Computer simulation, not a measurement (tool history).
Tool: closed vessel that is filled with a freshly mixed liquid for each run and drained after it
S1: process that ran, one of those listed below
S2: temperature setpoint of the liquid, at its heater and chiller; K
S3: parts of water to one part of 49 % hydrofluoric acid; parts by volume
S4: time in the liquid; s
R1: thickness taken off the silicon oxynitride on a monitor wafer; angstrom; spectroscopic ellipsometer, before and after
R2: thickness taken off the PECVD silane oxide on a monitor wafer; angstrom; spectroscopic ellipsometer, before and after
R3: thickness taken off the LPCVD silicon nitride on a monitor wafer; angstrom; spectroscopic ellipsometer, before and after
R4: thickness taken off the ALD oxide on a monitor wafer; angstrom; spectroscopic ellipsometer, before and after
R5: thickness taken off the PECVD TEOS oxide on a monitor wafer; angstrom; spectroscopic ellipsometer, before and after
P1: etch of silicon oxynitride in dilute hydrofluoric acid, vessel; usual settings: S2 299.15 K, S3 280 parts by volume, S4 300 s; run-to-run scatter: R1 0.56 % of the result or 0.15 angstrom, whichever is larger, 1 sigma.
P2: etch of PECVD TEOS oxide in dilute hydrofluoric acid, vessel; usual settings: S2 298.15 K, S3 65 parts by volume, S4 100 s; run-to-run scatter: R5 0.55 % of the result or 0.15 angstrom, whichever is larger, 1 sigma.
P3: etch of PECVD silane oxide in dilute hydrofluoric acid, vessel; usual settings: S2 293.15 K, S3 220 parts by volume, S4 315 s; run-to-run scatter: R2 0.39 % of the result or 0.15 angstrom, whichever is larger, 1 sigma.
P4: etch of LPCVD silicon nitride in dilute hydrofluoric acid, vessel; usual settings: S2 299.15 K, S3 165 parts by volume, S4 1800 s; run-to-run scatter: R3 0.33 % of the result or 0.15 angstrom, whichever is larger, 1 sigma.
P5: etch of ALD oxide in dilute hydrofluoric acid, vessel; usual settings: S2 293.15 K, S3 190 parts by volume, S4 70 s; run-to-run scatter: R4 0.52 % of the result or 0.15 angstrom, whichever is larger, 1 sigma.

run 1 day=0.429 | S1=P1 S2=299.15 S3=280 S4=300 | R1=48.290
run 2 day=1.012 | S1=P3 S2=290.15 S3=220 S4=315 | R2=162.25
run 3 day=1.662 | S1=P1 S2=295.15 S3=280 S4=465 | R1=63.654
run 4 day=2.329 | S1=P4 S2=299.15 S3=295 S4=1800 | R3=42.720
run 5 day=2.950 | S1=P3 S2=293.15 S3=220 S4=315 | R2=181.85
run 6 day=3.433 | S1=P4 S2=299.15 S3=165 S4=1800 | R3=76.183
run 7 day=4.142 | S1=P5 S2=293.15 S3=190 S4=70 | R4=70.877
-- day=4.242 hydrofluoric acid flow meter replaced
run 8 day=4.817 | S1=P3 S2=293.15 S3=335 S4=315 | R2=107.13
run 9 day=5.492 | S1=P4 S2=299.15 S3=165 S4=1800 | R3=76.207
run 10 day=5.812 | S1=P1 S2=299.15 S3=280 S4=300 | R1=48.232
run 11 day=6.300 | S1=P1 S2=299.15 S3=280 S4=300 | R1=48.852
run 12 day=6.967 | S1=P1 S2=299.15 S3=140 S4=300 | R1=107.430
run 13 day=7.533 | S1=P4 S2=293.15 S3=165 S4=1800 | R3=51.984
run 14 day=8.233 | S1=P5 S2=293.15 S3=190 S4=30 | R4=30.135
run 15 day=8.733 | S1=P5 S2=293.15 S3=190 S4=70 | R4=70.755
run 16 day=9.188 | S1=P2 S2=298.15 S3=110 S4=100 | R5=198.36
run 17 day=9.838 | S1=P1 S2=299.15 S3=280 S4=525 | R1=84.389
run 18 day=10.408 | S1=P5 S2=293.15 S3=105 S4=70 | R4=139.320
run 19 day=11.071 | S1=P1 S2=299.15 S3=280 S4=125 | R1=20.330
run 20 day=11.533 | S1=P2 S2=298.15 S3=65 S4=100 | R5=357.56
run 21 day=12.038 | S1=P1 S2=305.15 S3=280 S4=300 | R1=61.873
run 22 day=12.375 | S1=P1 S2=299.15 S3=280 S4=300 | R1=48.353
run 23 day=12.788 | S1=P3 S2=293.15 S3=220 S4=535 | R2=308.81
run 24 day=13.242 | S1=P1 S2=292.65 S3=280 S4=300 | R1=36.272
run 25 day=13.704 | S1=P2 S2=292.15 S3=65 S4=100 | R5=278.30
run 26 day=14.067 | S1=P1 S2=299.15 S3=280 S4=300 | R1=48.942
-- day=14.292 thermometer replaced
run 27 day=14.700 | S1=P1 S2=299.15 S3=500 S4=300 | R1=23.489
run 28 day=15.267 | S1=P2 S2=298.15 S3=65 S4=100 | R5=353.50
run 29 day=15.842 | S1=P4 S2=299.15 S3=165 S4=3150 | R3=132.980
run 30 day=16.208 | S1=P2 S2=298.15 S3=65 S4=190 | R5=671.37
run 31 day=16.883 | S1=P5 S2=290.15 S3=190 S4=70 | R4=63.116
run 32 day=17.562 | S1=P1 S2=299.15 S3=280 S4=300 | R1=48.499
run 33 day=17.912 | S1=P1 S2=299.15 S3=280 S4=300 | R1=50.447
run 34 day=18.250 | S1=P1 S2=299.15 S3=280 S4=300 | R1=51.218
run 35 day=18.783 | S1=P1 S2=299.15 S3=280 S4=300 | R1=52.151
run 36 day=19.450 | S1=P1 S2=299.15 S3=280 S4=300 | R1=53.528
run 37 day=19.954 | S1=P1 S2=299.15 S3=280 S4=300 | R1=53.461
run 38 day=20.317 | S1=P1 S2=299.15 S3=280 S4=300 | R1=53.744
run 39 day=20.725 | S1=P1 S2=299.15 S3=280 S4=300 | R1=53.606
run 40 day=21.400 | S1=P1 S2=299.15 S3=280 S4=300 | R1=53.899

What P1 gives has crept away from where it was. These 2 causes fit the log equally well, each at the size given:
A: hydrofluoric acid flow above the setpoint (%) = 8.44
B: liquid hotter than its thermometer reads (K) = 2.36
The creep began at about day 17.562.

4 check runs are offered, one wafer each, their results left as question marks. Which one tells the causes apart?
run check 1 day=22.075 | S1=P2 S2=298.15 S3=65 S4=100 | R5=?
run check 2 day=22.075 | S1=P4 S2=299.15 S3=165 S4=1800 | R3=?
run check 3 day=22.075 | S1=P3 S2=293.15 S3=220 S4=315 | R2=?
run check 4 day=22.075 | S1=P5 S2=293.15 S3=190 S4=70 | R4=?

What each check would give under each cause:
check=check_1 result=R5 if_A=387.63 if_B=390.15
check=check_2 result=R3 if_A=82.567 if_B=88.221
check=check_3 result=R2 if_A=200.24 if_B=198.50
check=check_4 result=R4 if_A=77.873 if_B=77.460
How far apart the two closest causes lie, in the result that separates them most: check 1 0.65 %; check 2 6.62 %; check 3 0.87 %; check 4 0.53 %
Only check 2 tells the causes apart: in the others they would give nearly the same result.

Check 2 was then run and gave: R3 83.025 angstrom. Which cause is it?

It is A: hydrofluoric acid flow above the setpoint (%).
